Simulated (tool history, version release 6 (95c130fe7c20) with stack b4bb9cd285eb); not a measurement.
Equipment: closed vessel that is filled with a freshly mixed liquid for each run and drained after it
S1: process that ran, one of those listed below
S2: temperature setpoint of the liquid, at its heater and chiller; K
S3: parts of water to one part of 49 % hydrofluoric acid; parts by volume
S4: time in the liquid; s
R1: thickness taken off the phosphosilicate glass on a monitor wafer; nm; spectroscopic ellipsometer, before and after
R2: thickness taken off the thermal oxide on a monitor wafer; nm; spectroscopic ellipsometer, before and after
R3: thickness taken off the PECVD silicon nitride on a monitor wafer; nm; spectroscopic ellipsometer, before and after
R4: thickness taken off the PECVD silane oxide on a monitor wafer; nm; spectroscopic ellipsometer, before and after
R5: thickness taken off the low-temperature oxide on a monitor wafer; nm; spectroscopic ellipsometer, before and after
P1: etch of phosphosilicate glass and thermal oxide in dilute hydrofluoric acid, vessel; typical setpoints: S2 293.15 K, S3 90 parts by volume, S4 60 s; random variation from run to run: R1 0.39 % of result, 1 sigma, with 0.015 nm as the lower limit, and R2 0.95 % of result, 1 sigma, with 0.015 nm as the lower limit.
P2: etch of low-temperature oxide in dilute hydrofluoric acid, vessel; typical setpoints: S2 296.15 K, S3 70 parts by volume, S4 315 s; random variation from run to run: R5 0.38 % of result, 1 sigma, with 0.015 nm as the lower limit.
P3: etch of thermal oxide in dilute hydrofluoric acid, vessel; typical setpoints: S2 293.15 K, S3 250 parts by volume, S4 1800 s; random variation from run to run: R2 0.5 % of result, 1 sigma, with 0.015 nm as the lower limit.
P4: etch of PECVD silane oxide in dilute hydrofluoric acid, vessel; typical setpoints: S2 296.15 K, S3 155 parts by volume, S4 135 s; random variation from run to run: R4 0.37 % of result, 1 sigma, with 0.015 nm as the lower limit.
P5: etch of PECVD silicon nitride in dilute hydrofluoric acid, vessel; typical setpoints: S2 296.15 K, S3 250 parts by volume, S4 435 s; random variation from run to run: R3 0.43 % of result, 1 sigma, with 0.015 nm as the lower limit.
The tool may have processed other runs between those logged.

run   hour  S1      S2   S3    S4       R1        R2        R3        R4       R5
  1   14.9  P1  293.15   90    60   57.844    2.7172
  2   22.8  P5  296.15   50   435                     46.29000
  3   32.1  P4  296.15  155    30                                 4.9034
  4   47.0  P1  290.15   90    60   50.647    2.4473
  5   59.8  P5  296.15  250    30                      0.62921
  6   68.6  P4  296.15   30   135                               132.0800
  7   77.0  P1  293.15   90    30   28.763    1.3537
  8   86.4  P5  296.15  250   435                      9.50230
  9   94.8  P4  296.15  155   135                                21.8990
 10  110.6  P1  290.15  150    60   28.663    1.3588
 11  119.9  P1  293.15  140    60   35.170    1.6492
 12  127.3  P5  291.65  250   435                      7.04080
 13  137.1  P2  296.15  130   315                                          29.346
 14  149.8  P1  293.15   90    60   57.903    2.7204
 15  161.5  P1  293.15   30    60  186.570    8.9705
 16  175.7  P1  299.65   90    60   74.165    3.5507
 17  188.3  P2  296.15   70   315                                          58.745
 18  203.8  P5  296.15  250   435                      9.46390
 19  216.3  P2  303.15   70   315                                          76.962
 20  229.1  P4  290.15  155   135                                17.3550
 21  241.2  P3  293.15  250  3490            47.3450
 22  251.0  P1  293.15   90    60   57.746    2.7411
 23  260.0  P1  293.15   90    60   57.537    2.7354
 24  275.7  P2  296.15   70   555                                         102.820
 25  283.0  P3  293.15   50  1800           150.8500
 26  291.4  P1  293.15   90   110  105.930    5.0408
 27  306.8  P3  290.15  250  1800            21.8310
 28  323.3  P1  293.15   90    60   57.467    2.7199
 29  338.0  P3  293.15  250  1800            24.4540
 30  345.7  P1  297.15   90    30   33.955    1.5960
 31  362.2  P2  296.15   70   315                                          58.299
 32  373.1  P1  293.15   90    60   57.802    2.7648
 33  382.7  P1  293.15   90    60   55.529    2.6208
 34  395.2  P1  293.15   90    60   54.078    2.5811
 35  403.9  P1  293.15   90    60   53.562    2.5682
 36  417.0  P1  293.15   90    60   53.207    2.4796
 37  431.5  P1  293.15   90    60   53.201    2.5241
 38  442.2  P1  293.15   90    60   52.992    2.5384
 39  450.0  P1  293.15   90    60   52.824    2.5492

Something has made what P1 gives creep away from where it was; the 2 causes below, each at its own stated size, fit the log equally well:
A: hydrofluoric acid flow below the setpoint (%) = 7.49
B: liquid colder than its thermometer reads (K) = 2.07
The process output started creeping at around hour 373.1.

Question marks stand in for the results of the 4 check runs listed below, each run on one wafer. Under which run would the listed causes show clearly different results?
check 1  457.8  P2  296.15  100   545                   ?
check 2  457.8  P4  290.65  100   135               ?
check 3  457.8  P5  296.15  250   230           ?
check 4  457.8  P3  293.15  160  3285       ?

Expected result of each check under each candidate cause:
  check  result     if A     if B
check 1      R5   62.545   62.796
check 2      R4  26.5630  26.5260
check 3      R3  4.62580  4.38080
check 4      R2  69.9230  70.5060
Separation of the two closest causes in each check, using whichever result separates them best: check 1 0.4 %; check 2 0.14 %; check 3 5.44 %; check 4 0.83 %
Only check 3 tells the causes apart: in the others they would give nearly the same result.

Check 3 has now been run. It gave: R3 4.39330 nm. Which of the candidate causes is it?

Of the candidate causes, it is B: liquid colder than its thermometer reads (K).

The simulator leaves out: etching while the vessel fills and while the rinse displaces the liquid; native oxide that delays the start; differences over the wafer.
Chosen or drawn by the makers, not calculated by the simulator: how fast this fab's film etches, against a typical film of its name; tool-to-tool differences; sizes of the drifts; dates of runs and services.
